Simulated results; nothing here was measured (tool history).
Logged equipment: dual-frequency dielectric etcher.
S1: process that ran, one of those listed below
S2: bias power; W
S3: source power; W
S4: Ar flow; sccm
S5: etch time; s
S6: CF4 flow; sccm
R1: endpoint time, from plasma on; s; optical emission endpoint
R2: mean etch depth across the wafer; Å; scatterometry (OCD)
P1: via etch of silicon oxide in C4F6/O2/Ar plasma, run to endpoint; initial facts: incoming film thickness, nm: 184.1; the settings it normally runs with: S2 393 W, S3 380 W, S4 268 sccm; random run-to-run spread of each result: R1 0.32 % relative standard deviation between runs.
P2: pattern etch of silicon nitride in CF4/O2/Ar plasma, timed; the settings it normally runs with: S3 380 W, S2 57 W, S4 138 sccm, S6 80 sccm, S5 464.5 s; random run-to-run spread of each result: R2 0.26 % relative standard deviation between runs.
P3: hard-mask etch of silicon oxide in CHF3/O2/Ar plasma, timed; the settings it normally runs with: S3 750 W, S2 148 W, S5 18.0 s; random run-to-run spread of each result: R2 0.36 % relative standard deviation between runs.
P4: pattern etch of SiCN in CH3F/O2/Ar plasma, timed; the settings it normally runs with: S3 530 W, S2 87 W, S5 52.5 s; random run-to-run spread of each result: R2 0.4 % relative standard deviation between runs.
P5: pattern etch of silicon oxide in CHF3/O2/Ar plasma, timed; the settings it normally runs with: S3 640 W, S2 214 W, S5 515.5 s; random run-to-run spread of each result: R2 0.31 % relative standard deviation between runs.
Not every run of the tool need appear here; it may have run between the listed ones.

Run 1, hour 9.5: S1 P1, S2 393 W, S3 380 W, S4 268 sccm. Result: R1 45.929 s.
Run 2, hour 17.6: S1 P4, S2 87 W, S3 700 W, S5 52.5 s. Result: R2 264.05 Å.
Run 3, hour 28.2: S1 P1, S2 271 W, S3 380 W, S4 268 sccm. Result: R1 52.088 s.
Run 4, hour 37.2: S1 P2, S2 57 W, S3 380 W, S4 105 sccm, S5 464.5 s, S6 80 sccm. Result: R2 6740.80 Å.
Run 5, hour 46.8: S1 P1, S2 393 W, S3 520 W, S4 268 sccm. Result: R1 40.569 s.
Run 6, hour 54.4: S1 P3, S2 148 W, S3 1020 W, S5 18.0 s. Result: R2 408.03 Å.
Run 7, hour 67.3: S1 P5, S2 214 W, S3 640 W, S5 515.5 s. Result: R2 11268.00 Å.
Run 8, hour 79.0: S1 P1, S2 393 W, S3 380 W, S4 361 sccm. Result: R1 46.794 s.
Run 9, hour 93.5: S1 P1, S2 393 W, S3 380 W, S4 268 sccm. Result: R1 46.029 s.
Run 10, hour 103.2: S1 P4, S2 107 W, S3 530 W, S5 52.5 s. Result: R2 255.56 Å.
Run 11, hour 111.4: S1 P1, S2 324 W, S3 240 W, S4 268 sccm. Result: R1 57.976 s.
Run 12, hour 118.5: S1 P1, S2 393 W, S3 380 W, S4 268 sccm. Result: R1 45.475 s.
Run 13, hour 128.7: S1 P2, S2 57 W, S3 380 W, S4 138 sccm, S5 464.5 s, S6 80 sccm. Result: R2 6508.70 Å.
Run 14, hour 140.1: S1 P2, S2 41 W, S3 380 W, S4 138 sccm, S5 464.5 s, S6 80 sccm. Result: R2 5710.20 Å.
Run 15, hour 150.7: S1 P2, S2 57 W, S3 530 W, S4 138 sccm, S5 464.5 s, S6 80 sccm. Result: R2 8653.30 Å.
Run 16, hour 162.9: S1 P1, S2 393 W, S3 380 W, S4 268 sccm. Result: R1 45.585 s.
Run 17, hour 174.7: S1 P1, S2 393 W, S3 380 W, S4 268 sccm. Result: R1 45.689 s.
Run 18, hour 187.1: S1 P2, S2 57 W, S3 380 W, S4 138 sccm, S5 255.5 s, S6 80 sccm. Result: R2 3575.30 Å.
Run 19, hour 195.2: S1 P3, S2 110 W, S3 750 W, S5 18.0 s. Result: R2 329.28 Å.
At hour 204.2: Ar flow controller replaced.
Run 20, hour 207.1: S1 P3, S2 148 W, S3 750 W, S5 18.0 s. Result: R2 359.13 Å.
Run 21, hour 214.0: S1 P5, S2 214 W, S3 640 W, S5 652.5 s. Result: R2 14321.00 Å.
Run 22, hour 224.1: S1 P1, S2 393 W, S3 230 W, S4 268 sccm. Result: R1 54.904 s.
Run 23, hour 236.4: S1 P5, S2 214 W, S3 790 W, S5 515.5 s. Result: R2 12179.00 Å.
Run 24, hour 248.6: S1 P4, S2 87 W, S3 530 W, S5 52.5 s. Result: R2 237.48 Å.
Run 25, hour 257.4: S1 P3, S2 148 W, S3 750 W, S5 26.5 s. Result: R2 529.69 Å.
Run 26, hour 269.3: S1 P2, S2 57 W, S3 380 W, S4 138 sccm, S5 464.5 s, S6 105 sccm. Result: R2 6744.80 Å.
Run 27, hour 278.9: S1 P5, S2 214 W, S3 640 W, S5 515.5 s. Result: R2 11219.00 Å.
Run 28, hour 292.5: S1 P1, S2 393 W, S3 380 W, S4 268 sccm. Result: R1 45.966 s.
Run 29, hour 306.7: S1 P1, S2 393 W, S3 380 W, S4 176 sccm. Result: R1 43.358 s.
Run 30, hour 319.4: S1 P1, S2 494 W, S3 380 W, S4 268 sccm. Result: R1 41.730 s.
Run 31, hour 334.1: S1 P1, S2 393 W, S3 380 W, S4 268 sccm. Result: R1 45.533 s.
Run 32, hour 344.5: S1 P1, S2 393 W, S3 280 W, S4 366 sccm. Result: R1 52.949 s.
Run 33, hour 351.5: S1 P4, S2 87 W, S3 530 W, S5 40.5 s. Result: R2 182.86 Å.
Run 34, hour 362.7: S1 P1, S2 277 W, S3 530 W, S4 268 sccm. Result: R1 45.304 s.
Run 35, hour 372.2: S1 P5, S2 145 W, S3 640 W, S5 515.5 s. Result: R2 9882.60 Å.
Run 36, hour 385.5: S1 P1, S2 393 W, S3 380 W, S4 268 sccm. Result: R1 45.761 s.
Run 37, hour 392.3: S1 P1, S2 393 W, S3 380 W, S4 268 sccm. Result: R1 45.587 s.
Run 38, hour 399.0: S1 P1, S2 393 W, S3 380 W, S4 268 sccm. Result: R1 45.261 s.
Run 39, hour 406.0: S1 P1, S2 393 W, S3 380 W, S4 268 sccm. Result: R1 45.108 s.
Run 40, hour 414.4: S1 P1, S2 393 W, S3 380 W, S4 268 sccm. Result: R1 44.763 s.
At hour 418.0: Ar flow controller replaced.
Run 41, hour 421.2: S1 P1, S2 393 W, S3 380 W, S4 268 sccm. Result: R1 44.832 s.
Run 42, hour 428.2: S1 P1, S2 393 W, S3 380 W, S4 268 sccm. Result: R1 45.166 s.
At hour 438.2: wet clean of the chamber.
Run 43, hour 443.0: S1 P1, S2 393 W, S3 380 W, S4 268 sccm. Result: R1 44.739 s.
Run 44, hour 453.2: S1 P1, S2 393 W, S3 380 W, S4 268 sccm. Result: R1 45.090 s.
Run 45, hour 459.9: S1 P1, S2 393 W, S3 380 W, S4 268 sccm. Result: R1 44.990 s.

Something has made what P1 gives creep away from where it was; the 2 causes below, each at its own stated size, fit the log equally well:
A: bias power that arrives over what is set, % = 4.83
B: source power that arrives over what is set, % = 4.7
At approximately hour 385.5, the process output began to creep.
Other possible causes, and why each is ruled out:
chamber walls in a state that raises the etch rate, %: its service at hour 438.2 followed the start of the drift and did not put the process back to its old value
Ar flow that arrives under what is set, %: its service at hour 418.0 followed the start of the drift and did not put the process back to its old value

Below are 4 check runs, each on a single wafer, with their results shown as question marks. Which of them would tell the listed causes apart, meaning the causes would give clearly different results under it?
Run check 1, hour 466.6: S1 P2, S2 57 W, S3 380 W, S4 138 sccm, S5 464.5 s, S6 104 sccm. Result: R2 ?.
Run check 2, hour 466.6: S1 P5, S2 147 W, S3 640 W, S5 515.5 s. Result: R2 ?.
Run check 3, hour 466.6: S1 P4, S2 107 W, S3 630 W, S5 52.5 s. Result: R2 ?.
Run check 4, hour 466.6: S1 P3, S2 148 W, S3 970 W, S5 18.0 s. Result: R2 ?.

If the cause were each of the candidates in turn, the checks would give the following:
  check  result      if A      if B
check 1      R2   6870.20   7012.30
check 2      R2  10101.00  10127.00
check 3      R2    277.40    277.25
check 4      R2    404.29    405.61
Minimum pairwise separation of causes per check, each pair taken at its best-separating result: check 1 2.05 %; check 2 0.26 %; check 3 0.05 %; check 4 0.33 %
The causes can be told apart only by check 1. The other checks would give nearly the same results under each of them.

Running check 1 produced the following: R2 7020.30 Å. Which one of the listed causes fits?

It was cause B: source power that arrives over what is set, %.
